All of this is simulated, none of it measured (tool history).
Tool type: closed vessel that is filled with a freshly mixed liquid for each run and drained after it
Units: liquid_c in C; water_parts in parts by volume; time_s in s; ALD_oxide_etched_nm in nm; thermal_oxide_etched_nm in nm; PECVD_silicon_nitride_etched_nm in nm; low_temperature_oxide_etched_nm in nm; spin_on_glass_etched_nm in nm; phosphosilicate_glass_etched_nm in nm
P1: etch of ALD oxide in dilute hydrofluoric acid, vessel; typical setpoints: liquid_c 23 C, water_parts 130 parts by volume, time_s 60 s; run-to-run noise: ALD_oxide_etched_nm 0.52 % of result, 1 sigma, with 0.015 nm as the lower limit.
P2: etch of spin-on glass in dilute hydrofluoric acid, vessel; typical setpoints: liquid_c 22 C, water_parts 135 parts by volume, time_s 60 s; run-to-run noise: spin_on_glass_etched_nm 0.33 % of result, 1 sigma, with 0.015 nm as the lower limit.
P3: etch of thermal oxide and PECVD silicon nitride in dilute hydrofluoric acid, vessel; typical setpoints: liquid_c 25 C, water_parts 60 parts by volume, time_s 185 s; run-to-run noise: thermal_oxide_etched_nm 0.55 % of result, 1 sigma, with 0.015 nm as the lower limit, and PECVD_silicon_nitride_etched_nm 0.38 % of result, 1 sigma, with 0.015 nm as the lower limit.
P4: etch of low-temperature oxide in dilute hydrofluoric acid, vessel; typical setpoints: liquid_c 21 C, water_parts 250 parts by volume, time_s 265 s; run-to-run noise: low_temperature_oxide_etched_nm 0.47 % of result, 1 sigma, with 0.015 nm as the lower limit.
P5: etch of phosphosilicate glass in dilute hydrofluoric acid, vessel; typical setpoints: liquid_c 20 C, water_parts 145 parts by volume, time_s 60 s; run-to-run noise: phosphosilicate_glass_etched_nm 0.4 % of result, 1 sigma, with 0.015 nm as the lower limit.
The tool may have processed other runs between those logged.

run	hour	process	liquid_c	water_parts	time_s	hours since the thermometer was replaced	hours since the hydrofluoric acid flow meter was replaced	ALD_oxide_etched_nm	thermal_oxide_etched_nm	PECVD_silicon_nitride_etched_nm	low_temperature_oxide_etched_nm	spin_on_glass_etched_nm	phosphosilicate_glass_etched_nm
1	12.2	P1	23	130	60	318.9	519.5	9.9696					
2	18.4	P1	23	130	60	325.1	525.7	9.8623					
3	29.9	P3	25	20	185	336.6	537.2		50.823	18.96			
4	37	P1	23	130	60	343.7	544.3	9.9519					
5	44.6	P4	21	125	265	351.3	551.9				21.485		
6	51.4	P4	17	250	265	358.1	558.7				8.0927		
7	62.9	P2	22	135	60	369.6	570.2					10.587	
8	76.7	P2	17	135	60	383.4	584					8.6166	
9	85.6	P1	23	130	60	392.3	592.9	9.9239					
10	92.8	P4	21	250	265	399.5	600.1				9.3882		
11	99	P1	17	130	60	405.7	606.3	7.8033					
12	111.6	P4	21	250	425	418.3	618.9				15.197		
13	124.2	P1	23	130	30	430.9	631.5	4.9873					
14	130.5	P4	21	250	265	437.2	637.8				9.3931		
15	141	P2	22	135	60	447.7	648.3					10.555	
16	148.9	P1	23	130	95	455.6	656.2	15.636					
17	162.6	P5	20	145	60	469.3	669.9						63.639
18	171.2	P3	20	60	185	477.9	678.5		12.958	4.6501			
19	182.5	P1	18.5	130	30	489.2	689.8	4.1067					
20	190.3	P1	23	130	60	497	697.6	9.9101					
21	198.2	P5	24	145	60	504.9	705.5						75.095
22	205.5	P3	25	60	100	512.2	712.8		8.65	3.5235			

What will run 23 give?
23	213	P5	20	145	60	519.7	720.3						?

Run 23 came out at phosphosilicate_glass_etched_nm 64.651 nm.
